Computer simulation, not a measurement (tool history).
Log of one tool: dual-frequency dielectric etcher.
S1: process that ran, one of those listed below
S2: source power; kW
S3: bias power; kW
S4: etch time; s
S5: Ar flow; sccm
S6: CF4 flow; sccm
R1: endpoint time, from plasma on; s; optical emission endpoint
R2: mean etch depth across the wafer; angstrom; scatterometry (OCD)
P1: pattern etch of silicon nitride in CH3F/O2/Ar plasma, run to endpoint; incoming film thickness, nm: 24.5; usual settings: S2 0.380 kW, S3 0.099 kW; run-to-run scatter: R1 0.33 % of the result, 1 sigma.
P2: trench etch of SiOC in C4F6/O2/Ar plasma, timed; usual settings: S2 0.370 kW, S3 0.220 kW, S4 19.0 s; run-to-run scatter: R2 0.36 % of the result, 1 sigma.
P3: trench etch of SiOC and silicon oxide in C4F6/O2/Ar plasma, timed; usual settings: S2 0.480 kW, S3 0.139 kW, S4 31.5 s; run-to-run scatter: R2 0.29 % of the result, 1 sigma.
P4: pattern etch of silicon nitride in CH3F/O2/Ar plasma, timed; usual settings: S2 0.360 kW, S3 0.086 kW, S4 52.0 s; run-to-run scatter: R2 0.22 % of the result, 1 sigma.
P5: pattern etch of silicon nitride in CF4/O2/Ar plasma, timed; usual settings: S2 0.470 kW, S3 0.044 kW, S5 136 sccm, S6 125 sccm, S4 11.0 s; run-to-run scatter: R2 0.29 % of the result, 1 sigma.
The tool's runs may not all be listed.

Run 1, day 0.521: S1 P1, S2 0.380 kW, S3 0.099 kW. Result: R1 33.723 s.
Run 2, day 0.983: S1 P3, S2 0.620 kW, S3 0.139 kW, S4 31.5 s. Result: R2 682.28 angstrom.
Run 3, day 1.667: S1 P1, S2 0.260 kW, S3 0.071 kW. Result: R1 43.629 s.
Run 4, day 2.325: S1 P2, S2 0.370 kW, S3 0.220 kW, S4 24.5 s. Result: R2 510.20 angstrom.
Run 5, day 2.879: S1 P1, S2 0.380 kW, S3 0.099 kW. Result: R1 33.663 s.
Run 6, day 3.254: S1 P5, S2 0.670 kW, S3 0.044 kW, S4 11.0 s, S5 136 sccm, S6 125 sccm. Result: R2 251.10 angstrom.
Run 7, day 3.829: S1 P1, S2 0.380 kW, S3 0.099 kW. Result: R1 33.807 s.
Run 8, day 4.350: S1 P4, S2 0.360 kW, S3 0.086 kW, S4 52.0 s. Result: R2 356.53 angstrom.
Run 9, day 4.833: S1 P1, S2 0.380 kW, S3 0.069 kW. Result: R1 38.180 s.
Run 10, day 5.475: S1 P4, S2 0.430 kW, S3 0.086 kW, S4 52.0 s. Result: R2 381.34 angstrom.
Run 11, day 5.942: S1 P5, S2 0.470 kW, S3 0.044 kW, S4 11.0 s, S5 187 sccm, S6 125 sccm. Result: R2 175.71 angstrom.
Run 12, day 6.321: S1 P3, S2 0.480 kW, S3 0.139 kW, S4 31.5 s. Result: R2 616.16 angstrom.
Run 13, day 6.862: S1 P1, S2 0.380 kW, S3 0.099 kW. Result: R1 33.548 s.
Run 14, day 7.275: S1 P1, S2 0.380 kW, S3 0.124 kW. Result: R1 30.769 s.
Run 15, day 7.879: S1 P3, S2 0.480 kW, S3 0.177 kW, S4 31.5 s. Result: R2 662.09 angstrom.
Run 16, day 8.325: S1 P1, S2 0.380 kW, S3 0.099 kW. Result: R1 33.736 s.
Run 17, day 8.812: S1 P1, S2 0.380 kW, S3 0.099 kW. Result: R1 33.584 s.
Run 18, day 9.312: S1 P4, S2 0.360 kW, S3 0.057 kW, S4 52.0 s. Result: R2 311.63 angstrom.
Run 19, day 9.675: S1 P3, S2 0.480 kW, S3 0.139 kW, S4 43.5 s. Result: R2 855.05 angstrom.
Run 20, day 10.158: S1 P1, S2 0.490 kW, S3 0.099 kW. Result: R1 30.593 s.
Run 21, day 10.458: S1 P5, S2 0.470 kW, S3 0.044 kW, S4 11.0 s, S5 136 sccm, S6 155 sccm. Result: R2 188.55 angstrom.
Run 22, day 10.792: S1 P2, S2 0.470 kW, S3 0.220 kW, S4 19.0 s. Result: R2 433.11 angstrom.
Run 23, day 11.450: S1 P5, S2 0.470 kW, S3 0.044 kW, S4 16.0 s, S5 136 sccm, S6 125 sccm. Result: R2 268.36 angstrom.
Run 24, day 12.050: S1 P1, S2 0.270 kW, S3 0.099 kW. Result: R1 38.199 s.
Run 25, day 12.533: S1 P5, S2 0.470 kW, S3 0.044 kW, S4 11.0 s, S5 136 sccm, S6 125 sccm. Result: R2 183.74 angstrom.
Run 26, day 12.971: S1 P4, S2 0.360 kW, S3 0.086 kW, S4 70.0 s. Result: R2 481.10 angstrom.
Run 27, day 13.508: S1 P5, S2 0.470 kW, S3 0.044 kW, S4 11.0 s, S5 136 sccm, S6 125 sccm. Result: R2 183.83 angstrom.
Run 28, day 13.946: S1 P2, S2 0.370 kW, S3 0.143 kW, S4 19.0 s. Result: R2 345.58 angstrom.
Run 29, day 14.300: S1 P4, S2 0.360 kW, S3 0.086 kW, S4 52.0 s. Result: R2 357.19 angstrom.
Run 30, day 14.812: S1 P5, S2 0.470 kW, S3 0.035 kW, S4 11.0 s, S5 136 sccm, S6 125 sccm. Result: R2 169.02 angstrom.
Run 31, day 15.238: S1 P1, S2 0.380 kW, S3 0.099 kW. Result: R1 33.711 s.
Run 32, day 15.900: S1 P1, S2 0.480 kW, S3 0.081 kW. Result: R1 33.280 s.
Run 33, day 16.567: S1 P2, S2 0.370 kW, S3 0.220 kW, S4 19.0 s. Result: R2 396.00 angstrom.
Run 34, day 17.038: S1 P1, S2 0.380 kW, S3 0.099 kW. Result: R1 33.543 s.
Run 35, day 17.579: S1 P1, S2 0.380 kW, S3 0.099 kW. Result: R1 33.460 s.
Run 36, day 18.208: S1 P1, S2 0.380 kW, S3 0.099 kW. Result: R1 33.318 s.
Run 37, day 18.862: S1 P1, S2 0.380 kW, S3 0.099 kW. Result: R1 33.162 s.
Run 38, day 19.204: S1 P1, S2 0.380 kW, S3 0.099 kW. Result: R1 33.068 s.
Run 39, day 19.692: S1 P1, S2 0.380 kW, S3 0.099 kW. Result: R1 33.143 s.
At day 20.221: wet clean of the chamber.
Run 40, day 20.271: S1 P1, S2 0.380 kW, S3 0.099 kW. Result: R1 33.183 s.
Run 41, day 20.871: S1 P1, S2 0.380 kW, S3 0.099 kW. Result: R1 33.284 s.
Run 42, day 21.454: S1 P1, S2 0.380 kW, S3 0.099 kW. Result: R1 33.141 s.
Run 43, day 22.117: S1 P1, S2 0.380 kW, S3 0.099 kW. Result: R1 33.005 s.

What P1 gives has crept away from where it was. These 2 causes fit the log equally well, each at the size given:
A: source power that arrives over what is set, % = 4.54
B: bias power that arrives over what is set, % = 4.58
The creep began at about day 17.038.
Why every other cause is out:
chamber walls in a state that raises the etch rate, %: serviced at day 20.221, which brought nothing back

4 check runs are offered, one wafer each, their results left as question marks. Which one tells the causes apart?
Run check 1, day 22.779: S1 P3, S2 0.590 kW, S3 0.161 kW, S4 31.5 s. Result: R2 ?.
Run check 2, day 22.779: S1 P2, S2 0.470 kW, S3 0.220 kW, S4 19.0 s. Result: R2 ?.
Run check 3, day 22.779: S1 P4, S2 0.360 kW, S3 0.068 kW, S4 52.0 s. Result: R2 ?.
Run check 4, day 22.779: S1 P5, S2 0.660 kW, S3 0.044 kW, S4 16.0 s, S5 136 sccm, S6 125 sccm. Result: R2 ?.

What each check would give under each cause:
  check  result    if A    if B
check 1      R2  709.52  706.62
check 2      R2  442.96  441.87
check 3      R2  335.16  334.65
check 4      R2  374.00  365.61
How far apart the two closest causes lie, in the result that separates them most: check 1 0.41 %; check 2 0.25 %; check 3 0.15 %; check 4 2.27 %
Only check 4 tells the causes apart: in the others they would give nearly the same result.

Then check 4 was run and gave: R2 375.07 angstrom. Which cause is it?

It is A: source power that arrives over what is set, %.
